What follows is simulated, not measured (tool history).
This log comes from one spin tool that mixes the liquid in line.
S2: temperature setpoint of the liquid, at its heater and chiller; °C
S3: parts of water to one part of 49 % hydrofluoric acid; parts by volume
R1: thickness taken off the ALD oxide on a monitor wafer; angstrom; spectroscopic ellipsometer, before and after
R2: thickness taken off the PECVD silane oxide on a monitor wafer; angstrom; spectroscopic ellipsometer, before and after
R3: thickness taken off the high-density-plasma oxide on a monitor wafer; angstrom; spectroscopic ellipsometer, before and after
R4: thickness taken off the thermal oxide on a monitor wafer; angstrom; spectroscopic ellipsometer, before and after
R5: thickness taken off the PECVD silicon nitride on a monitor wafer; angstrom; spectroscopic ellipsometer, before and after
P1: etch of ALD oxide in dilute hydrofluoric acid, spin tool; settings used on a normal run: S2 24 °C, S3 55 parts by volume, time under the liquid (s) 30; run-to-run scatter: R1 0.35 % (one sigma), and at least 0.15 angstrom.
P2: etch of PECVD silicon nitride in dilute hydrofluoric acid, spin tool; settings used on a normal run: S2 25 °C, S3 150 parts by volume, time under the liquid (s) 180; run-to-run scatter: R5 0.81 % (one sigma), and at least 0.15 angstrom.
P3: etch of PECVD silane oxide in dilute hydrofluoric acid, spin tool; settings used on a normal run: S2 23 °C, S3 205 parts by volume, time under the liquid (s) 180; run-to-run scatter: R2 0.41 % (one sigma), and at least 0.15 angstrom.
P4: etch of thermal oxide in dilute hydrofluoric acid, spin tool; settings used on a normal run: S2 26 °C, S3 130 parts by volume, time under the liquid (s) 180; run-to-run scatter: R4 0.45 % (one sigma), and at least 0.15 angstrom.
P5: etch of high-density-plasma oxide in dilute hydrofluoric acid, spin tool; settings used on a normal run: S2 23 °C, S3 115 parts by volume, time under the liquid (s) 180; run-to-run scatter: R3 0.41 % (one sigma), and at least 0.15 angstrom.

run 1 hour=8.2 | process_that_ran=P1 S2=24 S3=55 time_under_the_liquid_(s)=30 | R1=126.39
run 2 hour=12.9 | process_that_ran=P3 S2=23 S3=85 time_under_the_liquid_(s)=180 | R2=820.95
run 3 hour=21.1 | process_that_ran=P1 S2=24 S3=55 time_under_the_liquid_(s)=30 | R1=126.53
run 4 hour=25 | process_that_ran=P5 S2=23 S3=35 time_under_the_liquid_(s)=180 | R3=279.51
run 5 hour=30.8 | process_that_ran=P1 S2=24 S3=55 time_under_the_liquid_(s)=50 | R1=211.63
run 6 hour=39.8 | process_that_ran=P4 S2=26 S3=130 time_under_the_liquid_(s)=180 | R4=66.869
run 7 hour=44.5 | process_that_ran=P5 S2=23 S3=115 time_under_the_liquid_(s)=325 | R3=138.55
run 8 hour=53.1 | process_that_ran=P1 S2=30 S3=55 time_under_the_liquid_(s)=30 | R1=160
run 9 hour=57.9 | process_that_ran=P3 S2=23 S3=205 time_under_the_liquid_(s)=90 | R2=148.55
run 10 hour=64.9 | process_that_ran=P2 S2=32.5 S3=150 time_under_the_liquid_(s)=180 | R5=40.415
run 11 hour=70 | process_that_ran=P1 S2=24 S3=55 time_under_the_liquid_(s)=30 | R1=126.46
run 12 hour=75.5 | process_that_ran=P4 S2=26 S3=130 time_under_the_liquid_(s)=15 | R4=5.6098
run 13 hour=80 | process_that_ran=P2 S2=25 S3=150 time_under_the_liquid_(s)=315 | R5=44.421
run 14 hour=85.9 | process_that_ran=P1 S2=24 S3=55 time_under_the_liquid_(s)=15 | R1=62.733
run 15 hour=90.2 | process_that_ran=P5 S2=23 S3=115 time_under_the_liquid_(s)=180 | R3=76.727
run 16 hour=95.4 | process_that_ran=P1 S2=24 S3=55 time_under_the_liquid_(s)=30 | R1=127.27
-- hour=103.3 thermometer replaced
run 17 hour=103.8 | process_that_ran=P1 S2=18 S3=55 time_under_the_liquid_(s)=30 | R1=98.208
run 18 hour=109.3 | process_that_ran=P1 S2=24 S3=55 time_under_the_liquid_(s)=30 | R1=126.41
run 19 hour=116 | process_that_ran=P2 S2=25 S3=150 time_under_the_liquid_(s)=180 | R5=25.433
run 20 hour=121.3 | process_that_ran=P1 S2=24 S3=55 time_under_the_liquid_(s)=30 | R1=126.13
run 21 hour=127.3 | process_that_ran=P1 S2=24 S3=55 time_under_the_liquid_(s)=30 | R1=127.04
run 22 hour=136 | process_that_ran=P4 S2=26 S3=185 time_under_the_liquid_(s)=180 | R4=44.332

What does the tool deliver on the next run?
run 23 hour=141.3 | process_that_ran=P3 S2=17 S3=205 time_under_the_liquid_(s)=180 | R2=?

Run 23 came out at R2 236.8 angstrom.
